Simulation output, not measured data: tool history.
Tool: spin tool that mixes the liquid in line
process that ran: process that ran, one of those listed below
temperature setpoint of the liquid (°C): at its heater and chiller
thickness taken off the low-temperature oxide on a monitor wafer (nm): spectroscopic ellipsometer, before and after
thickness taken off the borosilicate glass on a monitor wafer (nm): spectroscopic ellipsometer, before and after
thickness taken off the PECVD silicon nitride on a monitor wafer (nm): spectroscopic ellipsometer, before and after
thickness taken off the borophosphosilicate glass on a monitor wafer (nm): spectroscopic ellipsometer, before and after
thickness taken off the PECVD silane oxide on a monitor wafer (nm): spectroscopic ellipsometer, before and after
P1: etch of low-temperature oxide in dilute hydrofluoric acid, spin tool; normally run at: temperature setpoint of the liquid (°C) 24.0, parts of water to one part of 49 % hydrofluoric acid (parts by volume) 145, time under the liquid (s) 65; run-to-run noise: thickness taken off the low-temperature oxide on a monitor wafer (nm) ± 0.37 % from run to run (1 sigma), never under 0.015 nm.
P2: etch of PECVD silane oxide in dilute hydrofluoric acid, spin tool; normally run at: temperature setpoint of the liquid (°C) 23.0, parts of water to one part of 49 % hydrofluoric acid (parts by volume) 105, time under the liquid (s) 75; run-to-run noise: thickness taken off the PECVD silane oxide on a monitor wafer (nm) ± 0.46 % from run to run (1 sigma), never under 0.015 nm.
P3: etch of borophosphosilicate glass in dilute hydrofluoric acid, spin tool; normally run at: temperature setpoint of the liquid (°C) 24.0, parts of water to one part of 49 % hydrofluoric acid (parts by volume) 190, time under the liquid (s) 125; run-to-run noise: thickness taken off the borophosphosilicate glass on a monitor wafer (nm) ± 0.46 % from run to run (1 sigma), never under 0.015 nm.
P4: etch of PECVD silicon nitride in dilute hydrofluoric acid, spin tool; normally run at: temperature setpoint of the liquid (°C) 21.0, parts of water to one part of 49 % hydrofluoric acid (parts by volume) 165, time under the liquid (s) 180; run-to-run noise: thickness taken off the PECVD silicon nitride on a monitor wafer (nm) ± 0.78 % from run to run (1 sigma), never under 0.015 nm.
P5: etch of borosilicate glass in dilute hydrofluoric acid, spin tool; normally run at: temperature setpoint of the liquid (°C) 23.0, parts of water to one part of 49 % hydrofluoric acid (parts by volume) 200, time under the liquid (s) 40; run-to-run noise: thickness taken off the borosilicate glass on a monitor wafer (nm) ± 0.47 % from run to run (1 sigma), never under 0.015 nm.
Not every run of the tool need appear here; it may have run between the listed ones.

run,hour,process that ran,temperature setpoint of the liquid (°C),parts of water to one part of 49 % hydrofluoric acid (parts by volume),time under the liquid (s),thickness taken off the low-temperature oxide on a monitor wafer (nm),thickness taken off the borosilicate glass on a monitor wafer (nm),thickness taken off the PECVD silicon nitride on a monitor wafer (nm),thickness taken off the borophosphosilicate glass on a monitor wafer (nm),thickness taken off the PECVD silane oxide on a monitor wafer (nm)
1,13.0,P1,24.0,145,65,14.5130,,,,
2,27.6,P5,23.0,200,40,,5.9510,,,
3,38.8,P5,23.0,295,40,,3.6326,,,
4,47.8,P4,24.5,165,180,,,4.5507,,
5,58.1,P1,24.0,145,65,14.5100,,,,
6,75.5,P3,24.0,190,125,,,,18.117,
7,93.8,P4,21.0,165,180,,,3.6645,,
8,107.0,P1,24.0,145,65,14.6420,,,,
9,117.7,P4,21.0,165,180,,,3.6920,,
10,133.9,P1,24.0,195,20,3.1335,,,,
11,149.9,P1,18.0,145,65,11.5710,,,,
12,165.7,P1,28.5,145,65,17.2280,,,,
13,176.5,P4,21.0,165,310,,,6.3081,,
14,186.1,P4,21.0,40,180,,,14.8120,,
15,196.4,P2,23.0,170,75,,,,,15.091
16,207.6,P5,17.0,200,40,,4.6506,,,
17,224.3,P1,24.0,145,115,25.8450,,,,
18,233.2,P2,26.5,105,75,,,,,29.946
19,249.2,P2,23.0,105,75,,,,,26.064
20,263.9,P5,23.0,200,15,,2.2172,,,
21,278.2,P1,24.0,145,65,14.5430,,,,
22,295.3,P1,24.0,90,65,25.1880,,,,
23,307.8,P1,24.0,260,65,7.2103,,,,
24,324.3,P3,17.0,190,125,,,,13.638,
25,338.9,P1,24.0,145,15,3.3459,,,,
26,349.5,P3,24.0,95,125,,,,40.060,
27,364.2,P2,23.0,105,120,,,,,41.593
28,377.5,P3,24.0,190,215,,,,30.803,
29,396.0,P1,24.0,145,65,14.6330,,,,
30,406.2,P1,24.0,145,65,14.8760,,,,
31,422.8,P1,24.0,145,65,15.2740,,,,
32,434.5,P1,24.0,145,65,15.3770,,,,
33,451.9,P1,24.0,145,65,15.6120,,,,
34,464.0,P1,24.0,145,65,15.6910,,,,
35,473.1,P1,24.0,145,65,15.6870,,,,
36,489.1,P1,24.0,145,65,15.8430,,,,
37,503.8,P1,24.0,145,65,15.7350,,,,
38,514.1,P1,24.0,145,65,15.9170,,,,
39,525.2,P1,24.0,145,65,15.7720,,,,
40,543.4,P1,24.0,145,65,15.8310,,,,

The output of P1 has drifted from where it used to be. Each of the 2 causes below, taken at the size shown beside it, accounts for the log equally well:
A: hydrofluoric acid flow above the setpoint (%) = 7.75
B: liquid hotter than its thermometer reads (K) = 2.29
At approximately hour 396.0, the process output began to creep.

Consider the 4 single-wafer check runs listed below, results given as question marks: which one distinguishes between the causes by giving clearly different results for each?
check 1,561.6,P5,23.0,200,40,,?,,,
check 2,561.6,P3,24.0,190,125,,,,?,
check 3,561.6,P4,21.0,165,180,,,?,,
check 4,561.6,P2,23.0,105,75,,,,,?

Predicted outcomes, by check and by cause:
check,result,if A,if B
check 1,thickness taken off the borosilicate glass on a monitor wafer (nm),6.4448,6.4099
check 2,thickness taken off the borophosphosilicate glass on a monitor wafer (nm),19.611,19.503
check 3,thickness taken off the PECVD silicon nitride on a monitor wafer (nm),3.9591,4.2730
check 4,thickness taken off the PECVD silane oxide on a monitor wafer (nm),28.303,28.491
Minimum pairwise separation of causes per check, each pair taken at its best-separating result: check 1 0.54 %; check 2 0.55 %; check 3 7.63 %; check 4 0.66 %
Check 3 distinguishes between the causes, while the remaining checks would return nearly the same result for all of them.

After running check 3, the following was obtained: thickness taken off the PECVD silicon nitride on a monitor wafer (nm) 4.2986. Which cause does this point to?

The cause is B: liquid hotter than its thermometer reads (K).

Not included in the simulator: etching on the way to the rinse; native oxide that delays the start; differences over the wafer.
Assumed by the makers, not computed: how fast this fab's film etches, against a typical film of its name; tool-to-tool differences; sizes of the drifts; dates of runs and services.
